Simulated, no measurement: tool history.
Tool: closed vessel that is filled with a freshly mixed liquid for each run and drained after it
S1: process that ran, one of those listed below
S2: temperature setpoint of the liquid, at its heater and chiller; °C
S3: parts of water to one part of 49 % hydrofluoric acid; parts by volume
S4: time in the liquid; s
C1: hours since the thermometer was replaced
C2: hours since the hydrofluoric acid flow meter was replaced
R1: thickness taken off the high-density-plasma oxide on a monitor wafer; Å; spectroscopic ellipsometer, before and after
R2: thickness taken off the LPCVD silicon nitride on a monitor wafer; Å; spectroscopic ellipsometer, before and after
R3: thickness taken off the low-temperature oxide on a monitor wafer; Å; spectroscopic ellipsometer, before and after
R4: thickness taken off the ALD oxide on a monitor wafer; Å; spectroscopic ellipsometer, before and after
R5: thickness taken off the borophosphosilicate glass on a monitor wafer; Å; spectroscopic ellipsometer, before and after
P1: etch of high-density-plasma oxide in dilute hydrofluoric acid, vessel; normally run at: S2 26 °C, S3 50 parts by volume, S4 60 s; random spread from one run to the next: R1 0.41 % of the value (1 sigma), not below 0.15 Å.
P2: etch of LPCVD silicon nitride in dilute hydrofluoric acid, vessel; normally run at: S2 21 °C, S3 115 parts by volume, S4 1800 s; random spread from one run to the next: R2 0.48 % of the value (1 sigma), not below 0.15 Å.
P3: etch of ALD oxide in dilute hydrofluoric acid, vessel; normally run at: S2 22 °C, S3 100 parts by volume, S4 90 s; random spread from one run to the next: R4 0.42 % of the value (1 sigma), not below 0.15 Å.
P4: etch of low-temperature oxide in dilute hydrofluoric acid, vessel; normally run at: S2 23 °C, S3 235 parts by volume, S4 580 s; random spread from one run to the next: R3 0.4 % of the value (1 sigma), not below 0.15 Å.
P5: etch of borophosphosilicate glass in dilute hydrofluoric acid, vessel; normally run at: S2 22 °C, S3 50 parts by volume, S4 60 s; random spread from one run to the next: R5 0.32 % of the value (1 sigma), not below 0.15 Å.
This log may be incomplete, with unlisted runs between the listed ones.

run 1 hour=12.7 | S1=P1 S2=26 S3=50 S4=60 | C1=1008.6 C2=286.9 | R1=87.442
run 2 hour=26 | S1=P1 S2=30.5 S3=50 S4=60 | C1=1021.9 C2=300.2 | R1=102.92
run 3 hour=36.3 | S1=P2 S2=29 S3=115 S4=1800 | C1=1032.2 C2=310.5 | R2=122.52
run 4 hour=45.5 | S1=P4 S2=29.5 S3=235 S4=580 | C1=1041.4 C2=319.7 | R3=540.55
run 5 hour=55.2 | S1=P1 S2=26 S3=50 S4=60 | C1=1051.1 C2=329.4 | R1=87.182
run 6 hour=65.8 | S1=P1 S2=26 S3=50 S4=30 | C1=1061.7 C2=340 | R1=43.364
run 7 hour=75.4 | S1=P2 S2=21 S3=115 S4=1800 | C1=1071.3 C2=349.6 | R2=73.184
run 8 hour=85.6 | S1=P3 S2=22 S3=180 S4=90 | C1=1081.5 C2=359.8 | R4=81.49
run 9 hour=95.6 | S1=P3 S2=22 S3=100 S4=30 | C1=1091.5 C2=369.8 | R4=53.659
run 10 hour=106 | S1=P5 S2=29 S3=50 S4=60 | C1=1101.9 C2=380.2 | R5=638.63
run 11 hour=115.3 | S1=P2 S2=21 S3=115 S4=80 | C1=1111.2 C2=389.5 | R2=3.1925
run 12 hour=124.2 | S1=P1 S2=17.5 S3=50 S4=60 | C1=1120.1 C2=398.4 | R1=61.103
run 13 hour=134.8 | S1=P1 S2=26 S3=50 S4=115 | C1=1130.7 C2=409 | R1=165.72
run 14 hour=143.8 | S1=P1 S2=18.5 S3=70 S4=60 | C1=1139.7 C2=418 | R1=44.287
run 15 hour=155.3 | S1=P4 S2=23 S3=235 S4=580 | C1=1151.2 C2=429.5 | R3=429.34
run 16 hour=165.5 | S1=P2 S2=21 S3=65 S4=1800 | C1=1161.4 C2=439.7 | R2=127.54
run 17 hour=173.3 | S1=P1 S2=26 S3=30 S4=60 | C1=1169.2 C2=447.5 | R1=148.01
run 18 hour=180.4 | S1=P1 S2=26 S3=50 S4=60 | C1=1176.3 C2=454.6 | R1=86.104
run 19 hour=188.3 | S1=P4 S2=23 S3=235 S4=855 | C1=1184.2 C2=462.5 | R3=634.48
run 20 hour=197.7 | S1=P5 S2=22 S3=50 S4=60 | C1=1193.6 C2=471.9 | R5=479.49
run 21 hour=210.4 | S1=P4 S2=23 S3=35 S4=580 | C1=1206.3 C2=484.6 | R3=3641.9
run 22 hour=220.7 | S1=P1 S2=26 S3=70 S4=35 | C1=1216.6 C2=494.9 | R1=35.041
run 23 hour=230.7 | S1=P4 S2=23 S3=235 S4=580 | C1=1226.6 C2=504.9 | R3=431.24
run 24 hour=237.7 | S1=P5 S2=22 S3=50 S4=60 | C1=1233.6 C2=511.9 | R5=480.5
run 25 hour=245.5 | S1=P1 S2=26 S3=50 S4=60 | C1=1241.4 C2=519.7 | R1=86.187
run 26 hour=255.9 | S1=P1 S2=26 S3=50 S4=60 | C1=1251.8 C2=530.1 | R1=86.595
run 27 hour=264.6 | S1=P3 S2=17.5 S3=100 S4=90 | C1=1260.5 C2=538.8 | R4=134.37
run 28 hour=275.4 | S1=P1 S2=26 S3=90 S4=60 | C1=1271.3 C2=549.6 | R1=45.311
run 29 hour=284.1 | S1=P3 S2=22 S3=100 S4=90 | C1=1280 C2=558.3 | R4=161.15
run 30 hour=291.2 | S1=P5 S2=22 S3=50 S4=30 | C1=1287.1 C2=565.4 | R5=239.83
run 31 hour=300.3 | S1=P1 S2=26 S3=50 S4=60 | C1=1296.2 C2=574.5 | R1=86.31
run 32 hour=308.4 | S1=P1 S2=21.5 S3=85 S4=60 | C1=1304.3 C2=582.6 | R1=40.562
run 33 hour=315.8 | S1=P5 S2=22 S3=80 S4=60 | C1=1311.7 C2=590 | R5=289.78

Predict the results of run 34:
run 34 hour=323.6 | S1=P3 S2=22 S3=100 S4=90 | C1=1319.5 C2=597.8 | R4=?

R4: 160.23 Å
